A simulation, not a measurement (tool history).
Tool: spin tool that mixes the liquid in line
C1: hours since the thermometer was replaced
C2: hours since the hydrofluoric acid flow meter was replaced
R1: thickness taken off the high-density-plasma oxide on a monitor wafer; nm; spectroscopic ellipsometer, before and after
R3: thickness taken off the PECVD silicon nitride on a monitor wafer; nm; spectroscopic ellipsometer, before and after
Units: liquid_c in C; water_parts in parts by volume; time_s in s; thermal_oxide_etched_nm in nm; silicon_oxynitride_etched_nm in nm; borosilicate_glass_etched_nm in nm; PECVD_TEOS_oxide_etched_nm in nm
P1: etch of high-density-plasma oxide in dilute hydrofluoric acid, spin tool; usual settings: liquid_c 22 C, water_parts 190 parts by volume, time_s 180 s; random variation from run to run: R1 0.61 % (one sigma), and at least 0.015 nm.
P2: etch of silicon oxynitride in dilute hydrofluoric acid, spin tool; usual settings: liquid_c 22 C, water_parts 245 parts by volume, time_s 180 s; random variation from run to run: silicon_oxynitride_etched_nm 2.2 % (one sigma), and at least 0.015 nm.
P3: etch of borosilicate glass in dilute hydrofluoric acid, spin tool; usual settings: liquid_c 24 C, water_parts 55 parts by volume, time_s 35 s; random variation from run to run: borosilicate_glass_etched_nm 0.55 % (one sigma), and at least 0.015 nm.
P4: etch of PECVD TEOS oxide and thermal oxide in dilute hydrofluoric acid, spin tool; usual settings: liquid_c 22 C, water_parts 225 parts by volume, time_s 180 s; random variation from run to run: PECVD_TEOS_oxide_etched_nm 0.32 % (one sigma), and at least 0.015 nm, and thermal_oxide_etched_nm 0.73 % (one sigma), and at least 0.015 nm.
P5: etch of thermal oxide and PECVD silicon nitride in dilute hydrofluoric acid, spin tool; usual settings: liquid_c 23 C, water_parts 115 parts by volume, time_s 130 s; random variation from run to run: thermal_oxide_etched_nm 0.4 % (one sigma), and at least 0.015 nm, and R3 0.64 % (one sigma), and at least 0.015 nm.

Run 1, hour 8.1: process P1, liquid_c 22 C, water_parts 190 parts by volume, time_s 180 s; C1 306.5; C2 577.8. Result: R1 4.0861 nm.
Run 2, hour 15.4: process P5, liquid_c 17.5 C, water_parts 115 parts by volume, time_s 130 s; C1 313.8; C2 585.1. Result: thermal_oxide_etched_nm 4.1285 nm, R3 2.3768 nm.
Run 3, hour 21.8: process P2, liquid_c 22 C, water_parts 435 parts by volume, time_s 180 s; C1 320.2; C2 591.5. Result: silicon_oxynitride_etched_nm 0.616 nm.
Run 4, hour 32.2: process P3, liquid_c 18.5 C, water_parts 55 parts by volume, time_s 35 s; C1 330.6; C2 601.9. Result: borosilicate_glass_etched_nm 19.399 nm.
Run 5, hour 39.4: process P3, liquid_c 24 C, water_parts 55 parts by volume, time_s 70 s; C1 337.8; C2 609.1. Result: borosilicate_glass_etched_nm 48.552 nm.
Run 6, hour 45.4: process P1, liquid_c 22 C, water_parts 190 parts by volume, time_s 265 s; C1 343.8; C2 615.1. Result: R1 5.9451 nm.
Run 7, hour 58.4: process P1, liquid_c 22 C, water_parts 100 parts by volume, time_s 325 s; C1 356.8; C2 628.1. Result: R1 15.256 nm.
Run 8, hour 66.2: process P1, liquid_c 22 C, water_parts 190 parts by volume, time_s 180 s; C1 364.6; C2 635.9. Result: R1 4.0655 nm.
Run 9, hour 77.2: process P1, liquid_c 22 C, water_parts 190 parts by volume, time_s 180 s; C1 375.6; C2 646.9. Result: R1 3.9955 nm.
Run 10, hour 88.4: process P5, liquid_c 23 C, water_parts 190 parts by volume, time_s 130 s; C1 386.8; C2 658.1. Result: thermal_oxide_etched_nm 2.8608 nm, R3 2.0988 nm.
Run 11, hour 98.1: process P1, liquid_c 28.5 C, water_parts 190 parts by volume, time_s 180 s; C1 396.5; C2 667.8. Result: R1 5.0642 nm.
Run 12, hour 106.8: process P1, liquid_c 22 C, water_parts 190 parts by volume, time_s 180 s; C1 405.2; C2 676.5. Result: R1 4.0575 nm.
Run 13, hour 117.2: process P4, liquid_c 22 C, water_parts 225 parts by volume, time_s 180 s; C1 415.6; C2 686.9. Result: thermal_oxide_etched_nm 3.0551 nm, PECVD_TEOS_oxide_etched_nm 9.4053 nm.
Run 14, hour 124: process P1, liquid_c 17 C, water_parts 190 parts by volume, time_s 180 s; C1 422.4; C2 693.7. Result: R1 3.295 nm.
At hour 128.8: hydrofluoric acid flow meter replaced.
Run 15, hour 130.2: process P2, liquid_c 22 C, water_parts 245 parts by volume, time_s 180 s; C1 428.6; C2 1.5. Result: silicon_oxynitride_etched_nm 1.2428 nm.
Run 16, hour 136.9: process P1, liquid_c 22 C, water_parts 190 parts by volume, time_s 35 s; C1 435.3; C2 8.2. Result: R1 0.81443 nm.
Run 17, hour 144.7: process P1, liquid_c 22 C, water_parts 190 parts by volume, time_s 180 s; C1 443.1; C2 16. Result: R1 4.047 nm.
Run 18, hour 155.9: process P1, liquid_c 22 C, water_parts 270 parts by volume, time_s 180 s; C1 454.3; C2 27.2. Result: R1 2.6152 nm.
Run 19, hour 164.3: process P4, liquid_c 22 C, water_parts 130 parts by volume, time_s 180 s; C1 462.7; C2 35.6. Result: thermal_oxide_etched_nm 5.8974 nm, PECVD_TEOS_oxide_etched_nm 17.923 nm.
Run 20, hour 172.8: process P3, liquid_c 24 C, water_parts 80 parts by volume, time_s 35 s; C1 471.2; C2 44.1. Result: borosilicate_glass_etched_nm 16.145 nm.
Run 21, hour 184.1: process P4, liquid_c 17 C, water_parts 225 parts by volume, time_s 180 s; C1 482.5; C2 55.4. Result: thermal_oxide_etched_nm 2.4917 nm, PECVD_TEOS_oxide_etched_nm 7.7237 nm.
Run 22, hour 195.9: process P1, liquid_c 22 C, water_parts 45 parts by volume, time_s 80 s; C1 494.3; C2 67.2. Result: R1 8.8353 nm.
Run 23, hour 202.2: process P2, liquid_c 22 C, water_parts 245 parts by volume, time_s 335 s; C1 500.6; C2 73.5. Result: silicon_oxynitride_etched_nm 2.3019 nm.
Run 24, hour 209.5: process P5, liquid_c 23 C, water_parts 115 parts by volume, time_s 130 s; C1 507.9; C2 80.8. Result: thermal_oxide_etched_nm 5.1834 nm, R3 3.4438 nm.
Run 25, hour 217.2: process P1, liquid_c 22 C, water_parts 35 parts by volume, time_s 180 s; C1 515.6; C2 88.5. Result: R1 26.362 nm.
Run 26, hour 229.9: process P5, liquid_c 23 C, water_parts 115 parts by volume, time_s 215 s; C1 528.3; C2 101.2. Result: thermal_oxide_etched_nm 8.5291 nm, R3 5.7196 nm.
Run 27, hour 240.7: process P1, liquid_c 22 C, water_parts 190 parts by volume, time_s 180 s; C1 539.1; C2 112. Result: R1 4.0324 nm.
Run 28, hour 253.3: process P4, liquid_c 22 C, water_parts 225 parts by volume, time_s 260 s; C1 551.7; C2 124.6. Result: thermal_oxide_etched_nm 4.3972 nm, PECVD_TEOS_oxide_etched_nm 13.607 nm.
Run 29, hour 266.2: process P4, liquid_c 22 C, water_parts 225 parts by volume, time_s 180 s; C1 564.6; C2 137.5. Result: thermal_oxide_etched_nm 3.011 nm, PECVD_TEOS_oxide_etched_nm 9.3605 nm.
Run 30, hour 276.9: process P3, liquid_c 24 C, water_parts 55 parts by volume, time_s 35 s; C1 575.3; C2 148.2. Result: borosilicate_glass_etched_nm 24.504 nm.
Run 31, hour 286.5: process P2, liquid_c 29 C, water_parts 245 parts by volume, time_s 180 s; C1 584.9; C2 157.8. Result: silicon_oxynitride_etched_nm 1.7029 nm.

The next listed run, before its measurement:
Run 32, hour 299.9: process P1, liquid_c 22 C, water_parts 190 parts by volume, time_s 180 s; C1 598.3; C2 171.2. Result: R1 ?.

Run 32 gave R1 4.0069 nm.
